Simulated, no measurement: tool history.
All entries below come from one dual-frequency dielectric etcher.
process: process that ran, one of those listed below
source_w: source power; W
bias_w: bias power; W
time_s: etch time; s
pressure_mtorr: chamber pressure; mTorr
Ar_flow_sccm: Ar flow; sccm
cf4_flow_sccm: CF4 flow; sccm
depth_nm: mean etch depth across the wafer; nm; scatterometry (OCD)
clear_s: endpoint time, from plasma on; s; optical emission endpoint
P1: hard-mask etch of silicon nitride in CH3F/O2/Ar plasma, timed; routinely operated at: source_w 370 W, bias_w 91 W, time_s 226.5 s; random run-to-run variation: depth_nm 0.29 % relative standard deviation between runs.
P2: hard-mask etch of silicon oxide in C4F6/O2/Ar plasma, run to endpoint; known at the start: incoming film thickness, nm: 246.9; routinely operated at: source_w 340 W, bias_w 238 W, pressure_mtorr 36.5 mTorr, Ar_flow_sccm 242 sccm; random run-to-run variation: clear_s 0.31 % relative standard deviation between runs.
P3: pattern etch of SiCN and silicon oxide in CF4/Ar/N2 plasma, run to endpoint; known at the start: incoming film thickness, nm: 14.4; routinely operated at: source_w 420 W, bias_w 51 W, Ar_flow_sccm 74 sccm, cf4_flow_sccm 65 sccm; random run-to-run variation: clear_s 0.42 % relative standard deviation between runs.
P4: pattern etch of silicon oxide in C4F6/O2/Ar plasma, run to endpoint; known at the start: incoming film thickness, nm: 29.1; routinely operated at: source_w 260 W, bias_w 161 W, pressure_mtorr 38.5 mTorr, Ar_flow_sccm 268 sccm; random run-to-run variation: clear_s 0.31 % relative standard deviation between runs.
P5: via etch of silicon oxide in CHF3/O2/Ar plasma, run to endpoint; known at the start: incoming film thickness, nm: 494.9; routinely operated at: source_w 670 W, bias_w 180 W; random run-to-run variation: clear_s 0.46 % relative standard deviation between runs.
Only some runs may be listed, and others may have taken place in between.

run	hour	process	source_w	bias_w	time_s	pressure_mtorr	Ar_flow_sccm	cf4_flow_sccm	hours since the last wet clean	hours since the last source power generator calibration	hours since the last bias power generator calibration	depth_nm	clear_s
1	6.3	P1	370	91	226.5				210.2	1034	3673.7	167.61	
2	18.9	P2	340	238		51	242		222.8	1046.6	3686.3		80.906
3	27.6	P1	370	91	305				231.5	1055.3	3695	226.1	
4	37.8	P5	890	180					241.7	1065.5	3705.2		217.89
5	50.3	P1	370	65	279.5				254.2	1078	3717.7	183.56	
6	61.2	P1	370	116	322				265.1	1088.9	3728.6	260.64	
7	73	P2	220	238		36.5	242		276.9	1100.7	3740.4		91.916
8	84.7	P1	370	91	147				288.6	1112.4	3752.1	108.66	
9	96	P1	370	91	226.5				299.9	1123.7	3763.4	167.23	
10	107	P3	420	51			56	65	310.9	1134.7	3774.4		18.486
11	119.6	P1	370	91	226.5				323.5	1147.3	3787	168.25	
12	127	P3	420	61			74	65	330.9	1154.7	3794.4		18.151
13	135.3	P1	370	118	226.5				339.2	1163	3802.7	183.44	
14	145	P2	340	238		36.5	338		348.9	1172.7	3812.4		80.837
15	152.2	P5	670	237					356.1	1179.9	3819.6		224
16	160.4	P5	670	180					364.3	1188.1	3827.8		245.12
17	167.6	P3	420	51			74	65	371.5	1195.3	3835		19.248
18	176.8	P2	340	238		36.5	242		380.7	1204.5	3844.2		77.127
19	183.3	P4	170	161		38.5	268		387.2	1211	3850.7		13.92
20	192.7	P1	370	54	226.5				396.6	1220.4	3860.1	139.74	
21	205.4	P1	520	91	226.5				409.3	1233.1	3872.8	189.97	
22	218.6	P3	580	51			74	65	422.5	1246.3	3886		14.356
23	224.9	P5	670	180					428.8	1252.6	3892.3		244.29
24	230.6	P1	370	91	226.5				434.5	1258.3	3898	167.44	
25	239.9	P3	420	51			74	65	443.8	1267.6	3907.3		19.18
26	249.6	P1	240	91	226.5				453.5	1277.3	3917	142.12	
27	260.4	P4	260	125		38.5	268		464.3	1288.1	3927.8		12.794
28	271.1	P3	420	51			74	51	475	1298.8	3938.5		20.058
29	281	P4	260	161		38.5	159		484.9	1308.7	3948.4		11.15
30	291.9	P2	340	147		36.5	242		495.8	1319.6	3959.3		90.386
31	299.5	P4	260	161		46.5	268		503.4	1327.2	3966.9		12.088
32	308.5	P1	370	91	226.5				512.4	1336.2	3975.9	167.46	
33	319.2	P4	260	161		38.5	268		523.1	1346.9	3986.6		11.845
34	329.3	P1	370	91	226.5				533.2	1357	3996.7	167.33	
35	340.2	P1	370	91	226.5				544.1	1367.9	4007.6	167.18	
36	352	P1	370	91	226.5				555.9	1379.7	4019.4	168.65	
37	358.4	P1	370	91	226.5				562.3	1386.1	4025.8	168.37	
38	365.2	P1	370	91	226.5				569.1	1392.9	4032.6	169	

The next listed run, before its measurement:
39	375.1	P1	370	91	226.5				579	1402.8	4042.5	?	

{"run 39": {"depth_nm": 169.63}}
